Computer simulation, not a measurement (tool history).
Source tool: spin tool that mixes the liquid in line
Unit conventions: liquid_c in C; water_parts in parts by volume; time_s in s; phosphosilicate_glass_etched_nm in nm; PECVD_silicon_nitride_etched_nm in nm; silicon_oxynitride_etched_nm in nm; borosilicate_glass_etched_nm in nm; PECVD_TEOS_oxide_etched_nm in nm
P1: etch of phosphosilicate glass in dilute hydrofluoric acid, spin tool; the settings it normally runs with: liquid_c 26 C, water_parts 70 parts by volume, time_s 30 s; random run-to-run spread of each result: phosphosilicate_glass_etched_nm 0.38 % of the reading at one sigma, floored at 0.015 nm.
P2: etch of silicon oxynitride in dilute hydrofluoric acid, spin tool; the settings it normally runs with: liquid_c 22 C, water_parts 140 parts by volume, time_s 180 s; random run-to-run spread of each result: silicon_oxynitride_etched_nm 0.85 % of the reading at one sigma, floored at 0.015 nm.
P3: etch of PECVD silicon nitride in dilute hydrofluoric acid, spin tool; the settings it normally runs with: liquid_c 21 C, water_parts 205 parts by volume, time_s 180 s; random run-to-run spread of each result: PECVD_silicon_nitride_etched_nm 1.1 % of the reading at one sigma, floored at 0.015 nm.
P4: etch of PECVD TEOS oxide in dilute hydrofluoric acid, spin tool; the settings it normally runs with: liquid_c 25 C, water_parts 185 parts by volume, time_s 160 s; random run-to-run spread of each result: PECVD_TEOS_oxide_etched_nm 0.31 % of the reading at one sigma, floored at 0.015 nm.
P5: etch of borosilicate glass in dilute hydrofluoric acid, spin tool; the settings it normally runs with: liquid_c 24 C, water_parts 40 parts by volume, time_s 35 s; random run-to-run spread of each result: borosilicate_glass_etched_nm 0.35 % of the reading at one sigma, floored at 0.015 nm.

run,hour,process,liquid_c,water_parts,time_s,hours since the thermometer was replaced,hours since the hydrofluoric acid flow meter was replaced,phosphosilicate_glass_etched_nm,PECVD_silicon_nitride_etched_nm,silicon_oxynitride_etched_nm,borosilicate_glass_etched_nm,PECVD_TEOS_oxide_etched_nm
1,7.7,P1,26,70,30,744.3,452.7,65.566,,,,
2,13,P3,21,50,180,749.6,458,,9.0331,,,
3,18,P1,26,70,30,754.6,463,65.366,,,,
4,25.3,P3,17,205,180,761.9,470.3,,1.7311,,,
5,34.1,P1,18,70,45,770.7,479.1,70.865,,,,
6,38.5,P2,22,140,305,775.1,483.5,,,4.1479,,
7,44.9,P5,24,20,35,781.5,489.9,,,,44.369,
8,51,P1,32.5,70,30,787.6,496,84.287,,,,
9,57.7,P1,26,70,30,794.3,502.7,65.659,,,,
10,62.1,P4,25,80,160,798.7,507.1,,,,,17.581
11,68.2,P2,18,140,180,804.8,513.2,,,2.044,,
12,73.2,P1,26,70,15,809.8,518.2,32.656,,,,
13,77.7,P1,22,70,60,814.3,522.7,112.43,,,,
14,84.7,P1,26,70,30,821.3,529.7,65.045,,,,
15,93,P1,26,125,30,829.6,538,34.59,,,,
16,100.5,P2,22,140,180,837.1,545.5,,,2.3949,,
17,107.5,P1,26,70,30,844.1,552.5,65.633,,,,
18,115.6,P5,32.5,40,35,852.2,560.6,,,,30.605,
19,125,P1,26,70,55,861.6,570,121.05,,,,
# hour 131.3: thermometer replaced
20,131.6,P5,24,40,35,0.4,576.6,,,,21.63,
21,138.8,P4,21,185,160,7.6,583.8,,,,,5.814
22,147.2,P3,21,205,180,16,592.2,,2.2757,,,
23,152.8,P1,26,70,30,21.6,597.8,65.852,,,,
24,162.8,P5,24,40,35,31.6,607.8,,,,21.799,
25,167.5,P1,21,70,15,36.3,612.5,26.842,,,,
26,173.1,P4,25,185,280,41.9,618.1,,,,,11.745
27,178.5,P4,25,185,160,47.3,623.5,,,,,6.7223
28,188.2,P2,22,140,180,57,633.2,,,2.4824,,
29,198.1,P1,21.5,70,30,66.9,643.1,54.484,,,,
30,203.1,P5,24,40,55,71.9,648.1,,,,34.02,
31,208.2,P1,26,25,30,77,653.2,196.39,,,,
32,213.6,P2,22,245,180,82.4,658.6,,,1.2969,,
33,222.4,P3,21,205,260,91.2,667.4,,3.2628,,,
34,232,P1,26,70,30,100.8,677,66.181,,,,
35,239,P1,26,70,30,107.8,684,67.521,,,,
36,248.4,P1,26,70,30,117.2,693.4,68.612,,,,
37,257.5,P1,26,70,30,126.3,702.5,69.31,,,,
38,263.9,P1,26,70,30,132.7,708.9,69.882,,,,
39,272,P1,26,70,30,140.8,717,69.676,,,,
40,278.7,P1,26,70,30,147.5,723.7,70.333,,,,
41,287.4,P1,26,70,30,156.2,732.4,69.968,,,,
42,294.4,P1,26,70,30,163.2,739.4,70.084,,,,

What P1 gives has crept away from where it was. These 2 causes fit the log equally well, each at the size given:
A: hydrofluoric acid flow above the setpoint (%) = 6.15
B: liquid hotter than its thermometer reads (K) = 1.65
The creep began at about hour 232.

Which of the check runs below tells the causes apart, meaning the causes would give it clearly different results? Each run uses 3 wafers whose results are averaged, and each result is shown as a question mark.
check 1,301.4,P5,29,40,50,,,,,,?,
check 2,301.4,P4,25,90,245,,,,,,,?
check 3,301.4,P2,22,240,180,,,,,?,,
check 4,301.4,P3,21,85,180,,,,?,,,

Predicted outcomes, by check and by cause:
check,result,if A,if B
check 1,borosilicate_glass_etched_nm,40.603,40.691
check 2,PECVD_TEOS_oxide_etched_nm,25.348,25.309
check 3,silicon_oxynitride_etched_nm,1.4295,1.435
check 4,PECVD_silicon_nitride_etched_nm,5.683,5.9926
Separation of the two closest causes in each check, using whichever result separates them best: check 1 0.22 %; check 2 0.15 %; check 3 0.39 %; check 4 5.3 %
Only check 4 tells the causes apart: in the others they would give nearly the same result.

Then check 4 was run and gave: PECVD_silicon_nitride_etched_nm 5.7206 nm. Which cause is it?

Of the candidate causes, it is A: hydrofluoric acid flow above the setpoint (%).
